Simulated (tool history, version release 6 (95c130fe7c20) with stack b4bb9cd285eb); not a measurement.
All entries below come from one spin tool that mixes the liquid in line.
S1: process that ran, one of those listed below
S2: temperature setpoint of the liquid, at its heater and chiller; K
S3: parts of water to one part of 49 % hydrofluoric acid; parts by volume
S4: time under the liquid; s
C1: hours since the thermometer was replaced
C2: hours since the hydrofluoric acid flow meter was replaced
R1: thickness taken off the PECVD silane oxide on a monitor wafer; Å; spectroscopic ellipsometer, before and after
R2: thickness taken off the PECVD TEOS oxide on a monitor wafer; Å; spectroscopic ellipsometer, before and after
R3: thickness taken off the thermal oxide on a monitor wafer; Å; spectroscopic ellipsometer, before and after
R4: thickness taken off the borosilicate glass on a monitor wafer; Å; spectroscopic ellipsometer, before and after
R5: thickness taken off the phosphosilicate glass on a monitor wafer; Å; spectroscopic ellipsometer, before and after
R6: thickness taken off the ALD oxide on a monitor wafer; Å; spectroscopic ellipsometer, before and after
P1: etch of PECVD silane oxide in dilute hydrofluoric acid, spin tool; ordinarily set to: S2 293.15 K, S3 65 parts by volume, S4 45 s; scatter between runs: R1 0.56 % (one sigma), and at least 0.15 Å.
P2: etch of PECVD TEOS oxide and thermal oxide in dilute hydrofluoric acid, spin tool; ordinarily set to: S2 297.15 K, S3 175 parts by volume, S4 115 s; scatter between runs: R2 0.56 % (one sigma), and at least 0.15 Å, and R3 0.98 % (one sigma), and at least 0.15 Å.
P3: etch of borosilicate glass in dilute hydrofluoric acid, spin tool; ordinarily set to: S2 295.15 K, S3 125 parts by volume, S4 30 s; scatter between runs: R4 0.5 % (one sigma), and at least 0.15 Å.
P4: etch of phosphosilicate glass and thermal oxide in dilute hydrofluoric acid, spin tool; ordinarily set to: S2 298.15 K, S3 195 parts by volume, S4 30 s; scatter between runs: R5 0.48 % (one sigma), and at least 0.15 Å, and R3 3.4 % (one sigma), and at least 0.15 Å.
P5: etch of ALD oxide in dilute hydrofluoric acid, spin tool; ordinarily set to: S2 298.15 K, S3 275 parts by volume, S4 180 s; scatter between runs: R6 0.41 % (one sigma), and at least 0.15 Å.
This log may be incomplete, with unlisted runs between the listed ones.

run,hour,S1,S2,S3,S4,C1,C2,R1,R2,R3,R4,R5,R6
1,10.7,P1,293.15,65,45,120.8,564.8,108.000,,,,,
2,16.3,P1,293.15,65,45,126.4,570.4,108.480,,,,,
3,27.9,P2,297.15,175,35,138.0,582.0,,29.228,8.6968,,,
4,37.0,P1,293.15,65,80,147.1,591.1,192.720,,,,,
5,43.5,P1,290.15,65,45,153.6,597.6,96.420,,,,,
6,53.9,P2,297.15,175,115,164.0,608.0,,95.722,28.0130,,,
7,61.2,P3,295.15,30,30,171.3,615.3,,,,395.780,,
8,72.6,P4,298.15,195,30,182.7,626.7,,,7.3571,,110.810,
9,83.0,P1,293.15,65,15,193.1,637.1,36.045,,,,,
10,92.4,P5,298.15,275,285,202.5,646.5,,,,,,145.330
11,99.8,P5,298.15,105,180,209.9,653.9,,,,,,292.310
12,111.0,P1,297.15,65,45,221.1,665.1,128.420,,,,,
13,120.1,P4,298.15,195,30,230.2,674.2,,,7.1108,,112.170,
14,126.2,P1,293.15,65,45,236.3,680.3,108.790,,,,,
15,136.2,P5,298.15,275,180,246.3,690.3,,,,,,91.422
16,145.3,P1,299.65,85,45,255.4,699.4,106.330,,,,,
17,154.7,P1,293.15,65,45,264.8,708.8,108.060,,,,,
18,166.9,P2,297.15,175,115,277.0,721.0,,97.831,28.0920,,,
19,173.0,P4,298.15,35,30,283.1,727.1,,,48.0050,,763.520,
20,183.8,P3,295.15,125,55,293.9,737.9,,,,154.350,,
21,195.9,P1,293.15,65,45,306.0,750.0,108.830,,,,,
22,201.5,P3,295.15,125,30,311.6,755.6,,,,84.254,,
23,211.9,P3,302.65,125,30,322.0,766.0,,,,110.630,,
24,219.5,P4,298.15,195,15,329.6,773.6,,,3.5687,,55.751,
25,225.9,P5,294.15,275,180,336.0,780.0,,,,,,79.852
26,233.3,P2,297.15,40,115,343.4,787.4,,502.130,145.1600,,,
27,245.4,P1,293.15,25,45,355.5,799.5,297.060,,,,,
28,251.7,P1,290.15,65,15,361.8,805.8,31.441,,,,,
29,258.9,P1,293.15,65,45,369.0,813.0,108.570,,,,,
30,267.9,P2,305.65,175,115,378.0,822.0,,130.890,37.6940,,,
31,278.7,P4,291.15,195,30,388.8,832.8,,,5.7285,,86.204,
32,290.1,P1,290.15,65,20,400.2,844.2,42.730,,,,,
33,295.9,P1,293.15,100,45,406.0,850.0,67.733,,,,,
34,306.4,P1,293.15,65,45,416.5,860.5,109.790,,,,,
35,314.0,P1,293.15,65,45,424.1,868.1,104.370,,,,,
36,321.3,P1,293.15,65,45,431.4,875.4,102.580,,,,,
37,327.9,P1,293.15,65,45,438.0,882.0,101.900,,,,,
38,335.6,P1,293.15,65,45,445.7,889.7,101.250,,,,,
39,345.8,P1,293.15,65,45,455.9,899.9,99.432,,,,,
40,357.6,P1,293.15,65,45,467.7,911.7,98.323,,,,,
41,367.1,P1,293.15,65,45,477.2,921.2,98.792,,,,,
42,376.3,P1,293.15,65,45,486.4,930.4,98.487,,,,,

What P1 gives has crept away from where it was. These 2 causes fit the log equally well, each at the size given:
A: hydrofluoric acid flow below the setpoint (%) = 8.02
B: liquid colder than its thermometer reads (K) = 2.13
At approximately hour 306.4, the process output began to creep.

Consider the 4 single-wafer check runs listed below, results given as question marks: which one distinguishes between the causes by giving clearly different results for each?
check 1,385.5,P5,298.15,275,250,,,,,,,,?
check 2,385.5,P3,300.15,50,30,,,,,,?,,
check 3,385.5,P2,297.15,50,115,,,,?,?,,,
check 4,385.5,P4,298.15,40,15,,,,,?,,?,

If the cause were each of the candidates in turn, the checks would give the following:
check,result,if A,if B
check 1,R6,114.970,118.770
check 2,R4,257.520,258.420
check 3,R2,360.060,360.410
check 3,R3,104.4600,104.5600
check 4,R3,19.2010,19.2010
check 4,R5,302.770,302.780
Smallest distance between any two causes, each pair judged by its most separating result, in per cent: check 1 3.26 %; check 2 0.35 %; check 3 0.1 %; check 4 0 %
Only in check 1 would the causes give clearly different results; in the remaining checks their results would be nearly the same.

Here is what check 1 returned: R6 119.380 Å. Which cause is it?

It was cause B: liquid colder than its thermometer reads (K).

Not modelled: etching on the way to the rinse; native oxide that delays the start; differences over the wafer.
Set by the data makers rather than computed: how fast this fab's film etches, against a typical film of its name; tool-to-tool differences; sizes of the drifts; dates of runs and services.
